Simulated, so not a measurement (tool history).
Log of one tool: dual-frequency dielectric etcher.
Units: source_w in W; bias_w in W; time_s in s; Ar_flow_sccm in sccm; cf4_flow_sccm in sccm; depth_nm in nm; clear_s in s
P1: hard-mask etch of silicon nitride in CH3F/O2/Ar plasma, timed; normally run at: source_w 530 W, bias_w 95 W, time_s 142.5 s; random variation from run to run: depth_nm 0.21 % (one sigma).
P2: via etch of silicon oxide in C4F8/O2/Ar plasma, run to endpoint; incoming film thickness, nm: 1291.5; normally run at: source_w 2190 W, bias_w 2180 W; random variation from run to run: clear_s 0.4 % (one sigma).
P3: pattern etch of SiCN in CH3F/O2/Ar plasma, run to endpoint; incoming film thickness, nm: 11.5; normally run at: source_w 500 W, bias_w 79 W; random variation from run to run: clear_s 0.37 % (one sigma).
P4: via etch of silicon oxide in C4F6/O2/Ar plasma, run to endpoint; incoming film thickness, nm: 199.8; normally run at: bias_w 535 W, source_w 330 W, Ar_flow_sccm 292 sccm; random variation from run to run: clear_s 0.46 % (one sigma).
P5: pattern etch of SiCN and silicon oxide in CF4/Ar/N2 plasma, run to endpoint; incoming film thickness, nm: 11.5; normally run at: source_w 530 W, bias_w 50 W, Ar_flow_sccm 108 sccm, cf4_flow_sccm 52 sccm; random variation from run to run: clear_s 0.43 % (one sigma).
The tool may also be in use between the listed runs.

| run | day | process | source_w | bias_w | time_s | Ar_flow_sccm | cf4_flow_sccm | depth_nm | clear_s |
|---|---|---|---|---|---|---|---|---|---|
| 1 | 0.271 | P1 | 530 | 95 | 142.5 |  |  | 122.48 |  |
| 2 | 0.5 | P1 | 530 | 95 | 80.5 |  |  | 69.565 |  |
| 3 | 0.621 | P4 | 330 | 535 |  | 366 |  |  | 47.1 |
| 4 | 0.838 | P3 | 500 | 107 |  |  |  |  | 25.07 |
| 5 | 0.967 | P5 | 530 | 63 |  | 108 | 52 |  | 12.796 |
| 6 | 1.108 | P5 | 530 | 50 |  | 108 | 52 |  | 13.856 |
| 7 | 1.362 | P1 | 740 | 95 | 207.5 |  |  | 202.99 |  |
| 8 | 1.525 | P1 | 530 | 95 | 142.5 |  |  | 122.91 |  |
| 9 | 1.654 | P1 | 530 | 57 | 99.5 |  |  | 72.304 |  |
| 10 | 1.812 | P4 | 330 | 690 |  | 292 |  |  | 41.937 |
| 11 | 1.975 | P1 | 530 | 95 | 142.5 |  |  | 123.03 |  |
| 12 | 2.212 | P1 | 530 | 95 | 142.5 |  |  | 122.63 |  |
| 13 | 2.396 | P5 | 530 | 50 |  | 63 | 52 |  | 12.577 |
| 14 | 2.629 | P1 | 690 | 95 | 142.5 |  |  | 135.86 |  |
| 15 | 2.817 | P5 | 420 | 50 |  | 108 | 52 |  | 16.974 |
| 16 | 3.038 | P1 | 530 | 119 | 142.5 |  |  | 133.4 |  |
|  | 3.079 | bias power generator calibrated |
| 17 | 3.167 | P1 | 350 | 95 | 142.5 |  |  | 105.14 |  |
| 18 | 3.342 | P4 | 410 | 535 |  | 292 |  |  | 42.415 |
| 19 | 3.496 | P3 | 500 | 79 |  |  |  |  | 28.258 |
| 20 | 3.638 | P1 | 530 | 122 | 179.5 |  |  | 169.67 |  |
| 21 | 3.917 | P4 | 330 | 535 |  | 292 |  |  | 45.683 |
| 22 | 4.038 | P5 | 530 | 50 |  | 108 | 32 |  | 15.109 |
| 23 | 4.288 | P5 | 530 | 50 |  | 108 | 52 |  | 13.803 |
| 24 | 4.546 | P2 | 2190 | 2180 |  |  |  |  | 245.66 |
| 25 | 4.729 | P1 | 530 | 67 | 142.5 |  |  | 108.98 |  |
| 26 | 4.858 | P1 | 530 | 95 | 142.5 |  |  | 122.68 |  |
| 27 | 5.071 | P2 | 2190 | 1333 |  |  |  |  | 279.85 |
| 28 | 5.204 | P1 | 530 | 95 | 202 |  |  | 173.73 |  |
| 29 | 5.396 | P4 | 330 | 535 |  | 292 |  |  | 45.567 |
| 30 | 5.558 | P3 | 390 | 79 |  |  |  |  | 31.102 |
| 31 | 5.821 | P2 | 1670 | 2180 |  |  |  |  | 273.33 |
| 32 | 6.062 | P1 | 530 | 95 | 142.5 |  |  | 122.19 |  |

The next listed run, before its measurement:
| 33 | 6.279 | P1 | 530 | 95 | 142.5 |  |  | ? |  |

Run 33 gave depth_nm 123.24 nm.

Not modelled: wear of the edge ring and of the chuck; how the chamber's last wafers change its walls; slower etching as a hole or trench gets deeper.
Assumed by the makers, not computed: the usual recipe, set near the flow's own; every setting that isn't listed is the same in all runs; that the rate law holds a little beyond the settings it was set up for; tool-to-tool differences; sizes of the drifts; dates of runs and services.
